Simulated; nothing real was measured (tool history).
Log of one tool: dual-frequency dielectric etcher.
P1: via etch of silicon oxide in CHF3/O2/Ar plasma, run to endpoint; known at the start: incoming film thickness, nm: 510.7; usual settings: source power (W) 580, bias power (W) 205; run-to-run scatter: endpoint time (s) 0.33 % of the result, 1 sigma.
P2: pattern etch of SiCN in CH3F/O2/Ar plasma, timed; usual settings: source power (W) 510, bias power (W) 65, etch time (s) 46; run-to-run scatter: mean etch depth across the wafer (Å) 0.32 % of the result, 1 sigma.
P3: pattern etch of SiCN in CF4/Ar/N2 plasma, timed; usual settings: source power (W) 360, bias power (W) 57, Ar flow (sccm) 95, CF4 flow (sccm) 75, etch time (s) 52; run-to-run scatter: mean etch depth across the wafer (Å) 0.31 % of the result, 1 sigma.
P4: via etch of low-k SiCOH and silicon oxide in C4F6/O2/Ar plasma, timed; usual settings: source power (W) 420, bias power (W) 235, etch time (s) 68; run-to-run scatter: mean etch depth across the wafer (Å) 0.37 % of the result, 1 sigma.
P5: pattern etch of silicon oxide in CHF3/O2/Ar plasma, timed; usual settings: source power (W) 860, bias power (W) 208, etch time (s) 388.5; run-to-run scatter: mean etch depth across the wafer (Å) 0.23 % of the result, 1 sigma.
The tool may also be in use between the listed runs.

run    day  process that ran  source power (W)  bias power (W)  etch time (s)  Ar flow (sccm)  CF4 flow (sccm)  endpoint time (s)  mean etch depth across the wafer (Å)
  1  0.154                P1               580             205                                                             247.77
  2  0.233                P4               420             333             68                                                                                    2300.6
  3  0.329                P1               580             205                                                             248.89
     0.412  -- source power generator calibrated
  4  0.462                P1               390             205                                                             290.96
     0.629  -- bias power generator calibrated
  5  0.633                P2               620              65             46                                                                                    192.74
  6   0.75                P3               360              57             52              95               75                                                   340.13
  7  0.838                P5               860             208          388.5                                                                                    9077.5
  8  0.992                P1               740             205                                                             225.96
  9  1.079                P4               420             235             68                                                                                    2049.2
 10  1.229                P1               580             205                                                             248.45
 11  1.346                P3               250              57             52              95               75                                                   247.78
 12  1.492                P3               360              57             33              95               75                                                   217.42
 13   1.65                P2               510              65           69.5                                                                                     269.8
 14  1.812                P5               860             208          388.5                                                                                    9071.8
 15  1.925                P4               420             235             98                                                                                    2940.8
 16  2.046                P5              1210             208          388.5                                                                                     10269
 17  2.158                P5               860             208            221                                                                                    5149.8
 18  2.329                P3               360              41             52              95               75                                                   307.37
 19  2.425                P1               580             205                                                             249.56
 20  2.596                P1               580             280                                                             221.07
 21  2.692                P5               860             258          388.5                                                                                    9771.5
 22  2.867                P3               360              57             52              95               94                                                   351.47
 23  2.971                P1               580             205                                                             248.77
 24  3.142                P4               560             235             68                                                                                    2270.8
 25  3.275                P1               580             120                                                             296.47
 26   3.45                P1               370             167                                                             317.36
 27  3.546                P2               510              65             46                                                                                    178.75
 28  3.667                P3               360              57             52             125               75                                                   327.39
 29  3.804                P2               510              92             46                                                                                    202.44
 30  3.904                P1               580             205                                                             247.39
 31  4.025                P1               580             205                                                                246
 32  4.196                P1               580             205                                                             245.28
 33  4.288                P1               580             205                                                             245.17
 34  4.421                P1               580             205                                                             245.63
     4.462  -- wet clean of the chamber
 35    4.6                P1               580             205                                                             243.48
 36  4.779                P1               580             205                                                             244.63
 37  4.871                P1               580             205                                                                245
 38  4.954                P1               580             205                                                             244.33

What P1 gives has crept away from where it was. These 2 causes fit the log equally well, each at the size given:
A: bias power that arrives over what is set, % = 4.93
B: source power that arrives over what is set, % = 4.5
The creep began at about day 3.904.
Why every other cause is out:
chamber walls in a state that raises the etch rate, %: serviced at day 4.462, which brought nothing back

4 check runs are offered, one wafer each, their results left as question marks. Which one tells the causes apart?
check 1  5.038                P3               360              57             52              95               75                                                        ?
check 2  5.038                P2               510              65             46                                                                                         ?
check 3  5.038                P5               860             208          388.5                                                                                         ?
check 4  5.038                P4               420             235             68                                                                                         ?

What each check would give under each cause:
  check                                result    if A    if B
check 1  mean etch depth across the wafer (Å)  346.97  355.05
check 2  mean etch depth across the wafer (Å)  182.28  182.35
check 3  mean etch depth across the wafer (Å)    9204  9208.7
check 4  mean etch depth across the wafer (Å)  2076.8  2078.5
How far apart the two closest causes lie, in the result that separates them most: check 1 2.3 %; check 2 0.04 %; check 3 0.05 %; check 4 0.08 %
Only check 1 tells the causes apart: in the others they would give nearly the same result.

Then check 1 was run and gave: mean etch depth across the wafer (Å) 354.53. Which cause is it?

It is B: source power that arrives over what is set, %.

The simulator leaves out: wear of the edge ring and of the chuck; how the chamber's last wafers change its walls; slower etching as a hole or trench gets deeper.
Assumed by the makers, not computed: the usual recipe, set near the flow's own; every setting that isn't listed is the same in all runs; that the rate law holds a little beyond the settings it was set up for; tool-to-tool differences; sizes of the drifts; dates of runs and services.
